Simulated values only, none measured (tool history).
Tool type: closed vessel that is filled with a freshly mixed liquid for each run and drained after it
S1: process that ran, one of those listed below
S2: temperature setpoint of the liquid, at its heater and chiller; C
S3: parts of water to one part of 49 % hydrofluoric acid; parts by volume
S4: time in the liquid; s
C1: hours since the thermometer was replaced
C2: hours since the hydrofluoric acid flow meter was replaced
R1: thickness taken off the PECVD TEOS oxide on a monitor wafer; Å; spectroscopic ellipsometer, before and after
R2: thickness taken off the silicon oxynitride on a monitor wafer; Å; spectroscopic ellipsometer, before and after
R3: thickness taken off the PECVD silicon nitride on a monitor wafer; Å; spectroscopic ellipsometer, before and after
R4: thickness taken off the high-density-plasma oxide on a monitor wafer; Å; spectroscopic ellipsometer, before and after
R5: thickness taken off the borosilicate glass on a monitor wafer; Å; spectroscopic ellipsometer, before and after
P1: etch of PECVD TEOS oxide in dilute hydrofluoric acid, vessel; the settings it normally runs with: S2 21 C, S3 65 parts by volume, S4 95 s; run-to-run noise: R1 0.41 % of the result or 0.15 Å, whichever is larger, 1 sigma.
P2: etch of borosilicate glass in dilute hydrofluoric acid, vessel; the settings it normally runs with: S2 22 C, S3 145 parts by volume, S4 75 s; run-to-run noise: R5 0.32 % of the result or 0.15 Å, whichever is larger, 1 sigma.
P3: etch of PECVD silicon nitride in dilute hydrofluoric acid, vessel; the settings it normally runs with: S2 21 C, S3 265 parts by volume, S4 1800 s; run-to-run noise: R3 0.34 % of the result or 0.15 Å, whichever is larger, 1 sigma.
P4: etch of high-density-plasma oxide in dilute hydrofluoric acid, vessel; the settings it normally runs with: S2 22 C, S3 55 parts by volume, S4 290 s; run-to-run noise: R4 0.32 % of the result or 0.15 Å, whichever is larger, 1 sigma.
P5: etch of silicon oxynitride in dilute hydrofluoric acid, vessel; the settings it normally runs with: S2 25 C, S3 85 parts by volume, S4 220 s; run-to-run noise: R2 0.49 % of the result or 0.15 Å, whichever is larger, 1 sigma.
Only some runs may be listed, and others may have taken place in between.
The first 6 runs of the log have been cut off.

{"run": 7, "hour": 104.8, "S1": "P3", "S2": 21, "S3": 265, "S4": 1800, "C1": 772.8, "C2": 434.9, "R3": 124.74}
{"hour": 117.1, "done": "thermometer replaced"}
{"run": 8, "hour": 122.2, "S1": "P5", "S2": 25, "S3": 85, "S4": 220, "C1": 5.2, "C2": 452.3, "R2": 130.99}
{"run": 9, "hour": 135.6, "S1": "P1", "S2": 21, "S3": 65, "S4": 95, "C1": 18.6, "C2": 465.7, "R1": 145.7}
{"run": 10, "hour": 149.0, "S1": "P1", "S2": 27, "S3": 65, "S4": 95, "C1": 32, "C2": 479.1, "R1": 185.58}
{"run": 11, "hour": 164.1, "S1": "P3", "S2": 21, "S3": 265, "S4": 2660, "C1": 47.1, "C2": 494.2, "R3": 185.73}
{"run": 12, "hour": 175.3, "S1": "P1", "S2": 17.5, "S3": 25, "S4": 95, "C1": 58.3, "C2": 505.4, "R1": 344.76}
{"run": 13, "hour": 185.6, "S1": "P1", "S2": 21, "S3": 95, "S4": 95, "C1": 68.6, "C2": 515.7, "R1": 96.861}
{"run": 14, "hour": 198.8, "S1": "P1", "S2": 21, "S3": 25, "S4": 95, "C1": 81.8, "C2": 528.9, "R1": 401.65}
{"run": 15, "hour": 212.4, "S1": "P5", "S2": 25, "S3": 85, "S4": 430, "C1": 95.4, "C2": 542.5, "R2": 254.13}
{"run": 16, "hour": 226.2, "S1": "P5", "S2": 25, "S3": 85, "S4": 220, "C1": 109.2, "C2": 556.3, "R2": 130}
{"run": 17, "hour": 245.4, "S1": "P1", "S2": 21, "S3": 65, "S4": 95, "C1": 128.4, "C2": 575.5, "R1": 146.04}
{"run": 18, "hour": 260.6, "S1": "P1", "S2": 21, "S3": 65, "S4": 95, "C1": 143.6, "C2": 590.7, "R1": 145.96}
{"run": 19, "hour": 270.5, "S1": "P2", "S2": 22, "S3": 145, "S4": 30, "C1": 153.5, "C2": 600.6, "R5": 53.054}
{"run": 20, "hour": 282.5, "S1": "P5", "S2": 17, "S3": 85, "S4": 220, "C1": 165.5, "C2": 612.6, "R2": 89.046}
{"run": 21, "hour": 295.1, "S1": "P1", "S2": 21, "S3": 65, "S4": 45, "C1": 178.1, "C2": 625.2, "R1": 69.549}
{"run": 22, "hour": 304.9, "S1": "P4", "S2": 22, "S3": 55, "S4": 565, "C1": 187.9, "C2": 635, "R4": 860.07}
{"run": 23, "hour": 322.3, "S1": "P4", "S2": 29.5, "S3": 55, "S4": 290, "C1": 205.3, "C2": 652.4, "R4": 600.33}
{"run": 24, "hour": 333.2, "S1": "P4", "S2": 22, "S3": 55, "S4": 290, "C1": 216.2, "C2": 663.3, "R4": 443.87}
{"run": 25, "hour": 351.0, "S1": "P1", "S2": 21, "S3": 90, "S4": 55, "C1": 234, "C2": 681.1, "R1": 59.513}
{"run": 26, "hour": 360.5, "S1": "P1", "S2": 17, "S3": 95, "S4": 95, "C1": 243.5, "C2": 690.6, "R1": 81.686}
{"run": 27, "hour": 374.9, "S1": "P3", "S2": 21, "S3": 420, "S4": 1800, "C1": 257.9, "C2": 705, "R3": 79.372}

Run 28 is up next; what results do you expect?
{"run": 28, "hour": 394.0, "S1": "P1", "S2": 21, "S3": 65, "S4": 185, "C1": 277, "C2": 724.1, "R1": "?"}

For run 28 the tool returned R1 287.06 Å.
